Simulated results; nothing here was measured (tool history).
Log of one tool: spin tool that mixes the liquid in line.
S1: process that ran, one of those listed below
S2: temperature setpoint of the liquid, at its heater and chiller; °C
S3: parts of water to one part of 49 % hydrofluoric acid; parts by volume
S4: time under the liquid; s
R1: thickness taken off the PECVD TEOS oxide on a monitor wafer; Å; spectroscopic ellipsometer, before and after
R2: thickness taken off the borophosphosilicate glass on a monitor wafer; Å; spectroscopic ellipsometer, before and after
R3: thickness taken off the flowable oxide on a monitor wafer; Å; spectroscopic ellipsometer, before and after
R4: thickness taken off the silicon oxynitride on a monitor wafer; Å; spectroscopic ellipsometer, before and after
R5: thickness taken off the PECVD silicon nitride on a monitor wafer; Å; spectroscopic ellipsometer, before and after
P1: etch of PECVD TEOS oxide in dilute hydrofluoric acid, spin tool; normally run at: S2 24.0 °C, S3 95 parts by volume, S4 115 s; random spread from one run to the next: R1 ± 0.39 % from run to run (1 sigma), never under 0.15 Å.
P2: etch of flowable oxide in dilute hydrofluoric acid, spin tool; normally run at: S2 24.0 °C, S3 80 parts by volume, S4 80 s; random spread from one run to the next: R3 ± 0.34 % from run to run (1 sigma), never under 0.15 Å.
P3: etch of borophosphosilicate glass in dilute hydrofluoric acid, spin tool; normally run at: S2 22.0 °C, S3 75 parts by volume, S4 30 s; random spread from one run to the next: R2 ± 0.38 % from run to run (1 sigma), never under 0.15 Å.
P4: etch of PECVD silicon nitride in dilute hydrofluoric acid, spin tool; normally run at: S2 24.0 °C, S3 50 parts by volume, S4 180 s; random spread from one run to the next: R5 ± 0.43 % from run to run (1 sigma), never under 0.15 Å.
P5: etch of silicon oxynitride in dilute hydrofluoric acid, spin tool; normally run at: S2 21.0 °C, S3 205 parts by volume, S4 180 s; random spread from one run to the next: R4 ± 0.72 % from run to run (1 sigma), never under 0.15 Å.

{"run": 1, "hour": 13.3, "S1": "P1", "S2": 24.0, "S3": 95, "S4": 115, "R1": 260.57}
{"run": 2, "hour": 24.7, "S1": "P3", "S2": 22.0, "S3": 75, "S4": 30, "R2": 223.37}
{"run": 3, "hour": 40.0, "S1": "P2", "S2": 24.0, "S3": 80, "S4": 80, "R3": 233.38}
{"run": 4, "hour": 50.8, "S1": "P1", "S2": 28.0, "S3": 95, "S4": 190, "R1": 504.1}
{"run": 5, "hour": 58.4, "S1": "P5", "S2": 21.0, "S3": 310, "S4": 180, "R4": 21.264}
{"run": 6, "hour": 65.8, "S1": "P5", "S2": 21.0, "S3": 205, "S4": 180, "R4": 34.308}
{"run": 7, "hour": 80.4, "S1": "P1", "S2": 24.0, "S3": 95, "S4": 20, "R1": 44.97}
{"run": 8, "hour": 96.2, "S1": "P3", "S2": 22.0, "S3": 75, "S4": 50, "R2": 374.2}
{"run": 9, "hour": 109.0, "S1": "P4", "S2": 24.0, "S3": 50, "S4": 15, "R5": 5.3305}
{"run": 10, "hour": 119.5, "S1": "P1", "S2": 24.0, "S3": 20, "S4": 115, "R1": 1366.6}
{"run": 11, "hour": 131.7, "S1": "P2", "S2": 30.5, "S3": 80, "S4": 80, "R3": 297.92}
{"run": 12, "hour": 143.0, "S1": "P2", "S2": 24.0, "S3": 80, "S4": 80, "R3": 233.98}
{"run": 13, "hour": 156.9, "S1": "P5", "S2": 29.0, "S3": 205, "S4": 180, "R4": 48.358}
{"run": 14, "hour": 166.7, "S1": "P1", "S2": 17.0, "S3": 95, "S4": 115, "R1": 194.24}
{"run": 15, "hour": 176.9, "S1": "P5", "S2": 21.0, "S3": 205, "S4": 180, "R4": 34.196}
{"run": 16, "hour": 185.9, "S1": "P4", "S2": 31.0, "S3": 50, "S4": 180, "R5": 102.26}
{"run": 17, "hour": 197.6, "S1": "P4", "S2": 24.0, "S3": 70, "S4": 180, "R5": 46.404}
{"run": 18, "hour": 208.0, "S1": "P3", "S2": 22.0, "S3": 125, "S4": 30, "R2": 127.02}
{"run": 19, "hour": 218.2, "S1": "P3", "S2": 17.0, "S3": 75, "S4": 30, "R2": 183.73}
{"run": 20, "hour": 227.4, "S1": "P1", "S2": 28.5, "S3": 95, "S4": 115, "R1": 310.59}
{"run": 21, "hour": 243.8, "S1": "P2", "S2": 24.0, "S3": 125, "S4": 80, "R3": 140.6}
{"run": 22, "hour": 257.0, "S1": "P5", "S2": 21.0, "S3": 205, "S4": 40, "R4": 7.5534}
{"run": 23, "hour": 268.3, "S1": "P1", "S2": 24.0, "S3": 95, "S4": 115, "R1": 260.54}
{"run": 24, "hour": 279.4, "S1": "P1", "S2": 24.0, "S3": 95, "S4": 115, "R1": 260.05}
{"run": 25, "hour": 291.3, "S1": "P1", "S2": 24.0, "S3": 95, "S4": 115, "R1": 259.93}
{"run": 26, "hour": 299.2, "S1": "P4", "S2": 24.0, "S3": 50, "S4": 180, "R5": 64.642}
{"run": 27, "hour": 315.0, "S1": "P1", "S2": 24.0, "S3": 95, "S4": 230, "R1": 517.11}
{"run": 28, "hour": 331.7, "S1": "P2", "S2": 24.0, "S3": 80, "S4": 125, "R3": 364.82}
{"run": 29, "hour": 348.5, "S1": "P1", "S2": 24.0, "S3": 135, "S4": 115, "R1": 174.43}
{"run": 30, "hour": 358.2, "S1": "P3", "S2": 22.0, "S3": 75, "S4": 30, "R2": 225.54}
{"run": 31, "hour": 369.7, "S1": "P1", "S2": 24.0, "S3": 95, "S4": 115, "R1": 259.16}
{"run": 32, "hour": 386.0, "S1": "P1", "S2": 24.0, "S3": 95, "S4": 115, "R1": 267.26}
{"run": 33, "hour": 395.4, "S1": "P1", "S2": 24.0, "S3": 95, "S4": 115, "R1": 268.37}
{"run": 34, "hour": 402.7, "S1": "P1", "S2": 24.0, "S3": 95, "S4": 115, "R1": 269.09}
{"run": 35, "hour": 417.6, "S1": "P1", "S2": 24.0, "S3": 95, "S4": 115, "R1": 271.48}
{"run": 36, "hour": 425.3, "S1": "P1", "S2": 24.0, "S3": 95, "S4": 115, "R1": 272.63}
{"run": 37, "hour": 436.9, "S1": "P1", "S2": 24.0, "S3": 95, "S4": 115, "R1": 272.53}
{"run": 38, "hour": 446.8, "S1": "P1", "S2": 24.0, "S3": 95, "S4": 115, "R1": 273.06}
{"run": 39, "hour": 457.8, "S1": "P1", "S2": 24.0, "S3": 95, "S4": 115, "R1": 274.26}
{"run": 40, "hour": 474.2, "S1": "P1", "S2": 24.0, "S3": 95, "S4": 115, "R1": 274.71}
{"run": 41, "hour": 490.8, "S1": "P1", "S2": 24.0, "S3": 95, "S4": 115, "R1": 276.39}
{"run": 42, "hour": 500.3, "S1": "P1", "S2": 24.0, "S3": 95, "S4": 115, "R1": 276.1}

What P1 gives has crept off from where it sat before. The 2 causes that follow fit the log equally well, each at the size noted:
A: liquid hotter than its thermometer reads (K) = 1.43
B: hydrofluoric acid flow above the setpoint (%) = 5.16
At approximately hour 369.7, the process output began to creep.

Each of the 4 check runs below uses one wafer; its results are left as question marks. Which run tells the causes apart?
{"run": "check 1", "hour": 509.8, "S1": "P4", "S2": 24.0, "S3": 50, "S4": 180, "R5": "?"}
{"run": "check 2", "hour": 509.8, "S1": "P5", "S2": 21.0, "S3": 205, "S4": 180, "R4": "?"}
{"run": "check 3", "hour": 509.8, "S1": "P2", "S2": 24.0, "S3": 80, "S4": 80, "R3": "?"}
{"run": "check 4", "hour": 509.8, "S1": "P3", "S2": 22.0, "S3": 75, "S4": 30, "R2": "?"}

How each check would come out, cause by cause:
check=check_1 result=R5 if_A=71.6710 if_B=68.3960
check=check_2 result=R4 if_A=36.5480 if_B=36.2570
check=check_3 result=R3 if_A=246.05 if_B=245.61
check=check_4 result=R2 if_A=237.98 if_B=237.13
How far apart the two closest causes lie, in the result that separates them most: check 1 4.68 %; check 2 0.8 %; check 3 0.18 %; check 4 0.35 %
Of the check runs offered, only check 1 discriminates between the causes; the rest would read about the same regardless of which cause applies.

The results of check 1 are: R5 71.0330 Å. Based on these, which of the listed causes is it?

The correct cause is A, namely: liquid hotter than its thermometer reads (K).
